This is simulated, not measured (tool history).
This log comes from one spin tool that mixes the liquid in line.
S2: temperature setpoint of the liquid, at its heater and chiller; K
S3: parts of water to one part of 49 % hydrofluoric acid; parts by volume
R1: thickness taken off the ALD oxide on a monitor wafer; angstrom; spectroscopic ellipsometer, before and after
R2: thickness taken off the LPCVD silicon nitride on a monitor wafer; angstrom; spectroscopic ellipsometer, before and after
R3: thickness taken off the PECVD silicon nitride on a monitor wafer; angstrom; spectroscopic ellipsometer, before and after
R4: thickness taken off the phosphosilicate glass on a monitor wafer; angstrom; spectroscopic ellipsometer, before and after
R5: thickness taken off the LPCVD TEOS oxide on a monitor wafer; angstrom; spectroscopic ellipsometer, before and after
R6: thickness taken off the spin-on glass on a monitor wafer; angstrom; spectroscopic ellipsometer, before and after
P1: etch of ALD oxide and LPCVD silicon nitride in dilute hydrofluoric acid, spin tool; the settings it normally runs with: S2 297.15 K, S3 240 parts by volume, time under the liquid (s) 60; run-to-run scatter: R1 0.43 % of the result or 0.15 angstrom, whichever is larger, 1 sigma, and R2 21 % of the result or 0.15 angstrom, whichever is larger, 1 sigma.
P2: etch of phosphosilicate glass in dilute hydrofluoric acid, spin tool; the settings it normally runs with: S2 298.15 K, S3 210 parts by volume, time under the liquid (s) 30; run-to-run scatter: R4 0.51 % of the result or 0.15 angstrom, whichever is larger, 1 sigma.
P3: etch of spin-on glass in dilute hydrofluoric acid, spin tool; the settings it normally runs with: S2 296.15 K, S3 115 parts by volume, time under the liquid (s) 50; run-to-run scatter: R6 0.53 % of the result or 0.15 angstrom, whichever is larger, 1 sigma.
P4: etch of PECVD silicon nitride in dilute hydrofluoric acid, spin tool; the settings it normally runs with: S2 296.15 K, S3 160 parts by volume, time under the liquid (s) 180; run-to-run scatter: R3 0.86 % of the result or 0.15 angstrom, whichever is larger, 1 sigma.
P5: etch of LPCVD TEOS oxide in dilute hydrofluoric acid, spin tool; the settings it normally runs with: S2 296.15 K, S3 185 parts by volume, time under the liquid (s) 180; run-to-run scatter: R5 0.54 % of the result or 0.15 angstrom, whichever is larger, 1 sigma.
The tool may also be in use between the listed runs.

run 1 hour=2.6 | process_that_ran=P1 S2=297.15 S3=240 time_under_the_liquid_(s)=60 | R1=52.828 R2=1.31320
run 2 hour=5.0 | process_that_ran=P1 S2=303.65 S3=240 time_under_the_liquid_(s)=100 | R1=110.740 R2=2.09420
run 3 hour=7.6 | process_that_ran=P1 S2=297.15 S3=350 time_under_the_liquid_(s)=60 | R1=32.586 R2=0.35173
run 4 hour=11.8 | process_that_ran=P4 S2=296.15 S3=40 time_under_the_liquid_(s)=180 | R3=96.711
run 5 hour=15.9 | process_that_ran=P1 S2=297.15 S3=240 time_under_the_liquid_(s)=60 | R1=52.780 R2=1.07500
run 6 hour=20.2 | process_that_ran=P1 S2=297.15 S3=240 time_under_the_liquid_(s)=60 | R1=52.857 R2=1.15890
run 7 hour=22.4 | process_that_ran=P1 S2=297.15 S3=240 time_under_the_liquid_(s)=60 | R1=53.033 R2=1.53800
run 8 hour=25.2 | process_that_ran=P2 S2=298.15 S3=210 time_under_the_liquid_(s)=30 | R4=254.30
run 9 hour=30.1 | process_that_ran=P5 S2=296.15 S3=185 time_under_the_liquid_(s)=180 | R5=413.31
run 10 hour=35.3 | process_that_ran=P1 S2=293.65 S3=240 time_under_the_liquid_(s)=20 | R1=15.478 R2=0.17008
run 11 hour=37.9 | process_that_ran=P4 S2=296.15 S3=160 time_under_the_liquid_(s)=90 | R3=12.491
run 12 hour=42.5 | process_that_ran=P3 S2=296.15 S3=180 time_under_the_liquid_(s)=50 | R6=100.090
-- hour=43.2 thermometer replaced
run 13 hour=46.7 | process_that_ran=P1 S2=297.15 S3=240 time_under_the_liquid_(s)=105 | R1=92.663 R2=1.93340
run 14 hour=50.4 | process_that_ran=P3 S2=301.15 S3=115 time_under_the_liquid_(s)=50 | R6=206.000
run 15 hour=53.2 | process_that_ran=P5 S2=296.15 S3=115 time_under_the_liquid_(s)=180 | R5=724.57
run 16 hour=56.1 | process_that_ran=P4 S2=296.15 S3=160 time_under_the_liquid_(s)=180 | R3=24.365
run 17 hour=59.0 | process_that_ran=P1 S2=304.65 S3=240 time_under_the_liquid_(s)=60 | R1=68.409 R2=2.22700
run 18 hour=63.3 | process_that_ran=P2 S2=304.65 S3=210 time_under_the_liquid_(s)=30 | R4=318.92
run 19 hour=66.7 | process_that_ran=P1 S2=290.15 S3=240 time_under_the_liquid_(s)=60 | R1=40.619 R2=0.69395
run 20 hour=69.2 | process_that_ran=P3 S2=296.15 S3=115 time_under_the_liquid_(s)=15 | R6=50.281
run 21 hour=73.0 | process_that_ran=P5 S2=290.15 S3=185 time_under_the_liquid_(s)=180 | R5=326.44
run 22 hour=76.8 | process_that_ran=P1 S2=297.15 S3=240 time_under_the_liquid_(s)=20 | R1=17.583 R2=0.31716
run 23 hour=79.3 | process_that_ran=P2 S2=298.15 S3=210 time_under_the_liquid_(s)=55 | R4=464.07
run 24 hour=84.3 | process_that_ran=P2 S2=298.15 S3=330 time_under_the_liquid_(s)=30 | R4=143.21
run 25 hour=87.2 | process_that_ran=P5 S2=296.15 S3=185 time_under_the_liquid_(s)=180 | R5=412.75
run 26 hour=91.2 | process_that_ran=P1 S2=297.15 S3=240 time_under_the_liquid_(s)=60 | R1=52.604 R2=1.63670
run 27 hour=95.0 | process_that_ran=P4 S2=304.15 S3=160 time_under_the_liquid_(s)=180 | R3=40.443
run 28 hour=99.6 | process_that_ran=P3 S2=296.15 S3=115 time_under_the_liquid_(s)=50 | R6=169.950
run 29 hour=103.7 | process_that_ran=P1 S2=297.15 S3=65 time_under_the_liquid_(s)=60 | R1=238.500 R2=4.20250
run 30 hour=106.1 | process_that_ran=P1 S2=297.15 S3=240 time_under_the_liquid_(s)=60 | R1=53.626 R2=1.47020
run 31 hour=109.9 | process_that_ran=P5 S2=296.15 S3=185 time_under_the_liquid_(s)=365 | R5=837.57
run 32 hour=114.2 | process_that_ran=P4 S2=296.15 S3=160 time_under_the_liquid_(s)=180 | R3=24.696
run 33 hour=118.8 | process_that_ran=P1 S2=297.15 S3=240 time_under_the_liquid_(s)=60 | R1=52.746 R2=1.24500
run 34 hour=124.1 | process_that_ran=P1 S2=297.15 S3=240 time_under_the_liquid_(s)=60 | R1=52.694 R2=1.14900
run 35 hour=128.0 | process_that_ran=P1 S2=297.15 S3=240 time_under_the_liquid_(s)=60 | R1=54.807 R2=0.98549
run 36 hour=131.7 | process_that_ran=P1 S2=297.15 S3=240 time_under_the_liquid_(s)=60 | R1=55.837 R2=1.51530
run 37 hour=134.4 | process_that_ran=P1 S2=297.15 S3=240 time_under_the_liquid_(s)=60 | R1=56.673 R2=1.02140
run 38 hour=137.3 | process_that_ran=P1 S2=297.15 S3=240 time_under_the_liquid_(s)=60 | R1=56.774 R2=1.22000
run 39 hour=139.8 | process_that_ran=P1 S2=297.15 S3=240 time_under_the_liquid_(s)=60 | R1=57.515 R2=0.94735
run 40 hour=142.7 | process_that_ran=P1 S2=297.15 S3=240 time_under_the_liquid_(s)=60 | R1=57.387 R2=1.25860
run 41 hour=146.6 | process_that_ran=P1 S2=297.15 S3=240 time_under_the_liquid_(s)=60 | R1=57.370 R2=1.26460
run 42 hour=149.2 | process_that_ran=P1 S2=297.15 S3=240 time_under_the_liquid_(s)=60 | R1=57.427 R2=0.70578

What P1 gives has crept away from where it was. These 2 causes fit the log equally well, each at the size given:
A: hydrofluoric acid flow above the setpoint (%) = 6.82
B: liquid hotter than its thermometer reads (K) = 2.31
The onset of the drift is placed at about hour 124.1.

Each of the 4 check runs below uses one wafer; its results are left as question marks. Which run tells the causes apart?
run check 1 hour=151.8 | process_that_ran=P4 S2=304.15 S3=65 time_under_the_liquid_(s)=180 | R3=?
run check 2 hour=151.8 | process_that_ran=P3 S2=300.15 S3=115 time_under_the_liquid_(s)=15 | R6=?
run check 3 hour=151.8 | process_that_ran=P5 S2=293.15 S3=185 time_under_the_liquid_(s)=355 | R5=?
run check 4 hour=151.8 | process_that_ran=P2 S2=302.15 S3=285 time_under_the_liquid_(s)=30 | R4=?

Predicted outcomes, by check and by cause:
check=check_1 result=R3 if_A=108.040 if_B=116.980
check=check_2 result=R6 if_A=63.832 if_B=64.574
check=check_3 result=R5 if_A=782.31 if_B=791.01
check=check_4 result=R4 if_A=216.73 if_B=214.34
Separation of the two closest causes in each check, using whichever result separates them best: check 1 7.95 %; check 2 1.16 %; check 3 1.11 %; check 4 1.11 %
Check 1 tells the causes apart: in the others they would give nearly the same result.

Running check 1 produced the following: R3 108.640 angstrom. Which one of the listed causes fits?

A is the cause: hydrofluoric acid flow above the setpoint (%).

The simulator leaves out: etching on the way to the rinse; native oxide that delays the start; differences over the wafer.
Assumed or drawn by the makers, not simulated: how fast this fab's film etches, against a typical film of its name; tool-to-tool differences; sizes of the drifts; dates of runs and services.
